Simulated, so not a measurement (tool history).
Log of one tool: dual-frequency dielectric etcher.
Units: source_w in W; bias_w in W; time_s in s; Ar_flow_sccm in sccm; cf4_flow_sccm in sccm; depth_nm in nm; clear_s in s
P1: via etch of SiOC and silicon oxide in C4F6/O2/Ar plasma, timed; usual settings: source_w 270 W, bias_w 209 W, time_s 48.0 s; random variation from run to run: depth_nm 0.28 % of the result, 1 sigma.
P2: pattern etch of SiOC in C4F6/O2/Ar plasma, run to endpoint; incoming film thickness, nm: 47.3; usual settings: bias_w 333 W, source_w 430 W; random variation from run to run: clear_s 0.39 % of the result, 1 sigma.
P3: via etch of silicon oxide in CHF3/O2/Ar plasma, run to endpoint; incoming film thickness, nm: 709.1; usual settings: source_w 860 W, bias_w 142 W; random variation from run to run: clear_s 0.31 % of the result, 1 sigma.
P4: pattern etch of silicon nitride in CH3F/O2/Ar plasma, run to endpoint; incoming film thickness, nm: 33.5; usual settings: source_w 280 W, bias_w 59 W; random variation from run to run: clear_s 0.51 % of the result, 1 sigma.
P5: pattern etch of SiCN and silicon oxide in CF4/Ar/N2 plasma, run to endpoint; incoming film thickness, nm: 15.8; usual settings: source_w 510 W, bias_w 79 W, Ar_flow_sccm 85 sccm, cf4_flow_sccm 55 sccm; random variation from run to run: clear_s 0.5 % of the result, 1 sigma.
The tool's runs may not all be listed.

run,hour,process,source_w,bias_w,time_s,Ar_flow_sccm,cf4_flow_sccm,depth_nm,clear_s
1,14.9,P1,270,209,48.0,,,47.108,
2,26.8,P1,270,209,48.0,,,47.135,
3,35.3,P4,280,59,,,,,59.170
4,43.9,P1,380,254,48.0,,,57.512,
# hour 53.6: bias power generator calibrated
5,57.8,P3,860,142,,,,,344.120
6,69.5,P1,270,209,48.0,,,47.248,
7,82.3,P4,200,59,,,,,67.086
8,93.2,P5,510,79,,85,40,,17.055
9,101.6,P2,250,333,,,,,21.534
10,108.8,P1,270,209,48.0,,,47.032,
11,119.6,P5,510,79,,85,55,,16.214
12,127.0,P1,270,209,27.0,,,26.606,
13,134.2,P2,430,464,,,,,15.520
14,146.5,P2,430,333,,,,,17.569
15,161.4,P1,270,209,48.0,,,47.388,
16,172.9,P1,270,262,26.5,,,28.200,
17,189.5,P5,510,53,,85,55,,18.419
18,202.2,P3,860,142,,,,,341.120
19,214.0,P1,170,209,48.0,,,39.670,
20,224.5,P1,270,134,48.0,,,40.774,
21,239.7,P1,270,209,71.5,,,70.383,
22,251.8,P4,280,47,,,,,63.241
23,261.2,P5,510,79,,120,55,,17.167
24,269.6,P1,340,209,48.0,,,51.472,
25,278.5,P1,210,209,62.0,,,55.621,
26,289.0,P1,270,248,48.0,,,50.170,
27,303.7,P5,650,79,,85,55,,13.094
28,313.0,P1,270,209,48.0,,,47.334,
29,326.6,P3,860,198,,,,,308.070
30,337.8,P3,660,142,,,,,378.500
31,354.0,P1,270,209,48.0,,,47.067,
32,366.0,P1,270,209,48.0,,,47.579,
33,376.3,P1,270,209,48.0,,,47.481,
34,387.2,P1,270,209,48.0,,,47.568,
35,396.3,P1,270,209,48.0,,,47.758,
36,406.8,P1,270,209,48.0,,,47.802,
37,415.2,P1,270,209,48.0,,,47.865,
# hour 426.5: wet clean of the chamber
38,428.9,P1,270,209,48.0,,,48.083,
39,441.1,P1,270,209,48.0,,,47.925,
40,454.1,P1,270,209,48.0,,,48.037,
41,465.6,P1,270,209,48.0,,,47.783,

What P1 gives has crept away from where it was. These 2 causes fit the log equally well, each at the size given:
A: source power that arrives over what is set, % = 3.81
B: bias power that arrives over what is set, % = 4.26
The creep began at about hour 354.0.
Why every other cause is out:
chamber walls in a state that raises the etch rate, %: serviced at hour 426.5, which brought nothing back

4 check runs are offered, each on 5 wafers whose results are averaged, their results left as question marks. Which one tells the causes apart?
check 1,477.1,P2,290,416,,,,,?
check 2,477.1,P3,860,169,,,,,?
check 3,477.1,P4,280,48,,,,,?
check 4,477.1,P5,580,55,,85,55,,?

What each check would give under each cause:
check,result,if A,if B
check 1,clear_s,18.559,18.529
check 2,clear_s,319.650,319.950
check 3,clear_s,62.179,62.244
check 4,clear_s,15.708,16.027
How far apart the two closest causes lie, in the result that separates them most: check 1 0.16 %; check 2 0.09 %; check 3 0.1 %; check 4 2.01 %
Only check 4 tells the causes apart: in the others they would give nearly the same result.

Then check 4 was run and gave: clear_s 16.088 s. Which cause is it?

It is B: bias power that arrives over what is set, %.
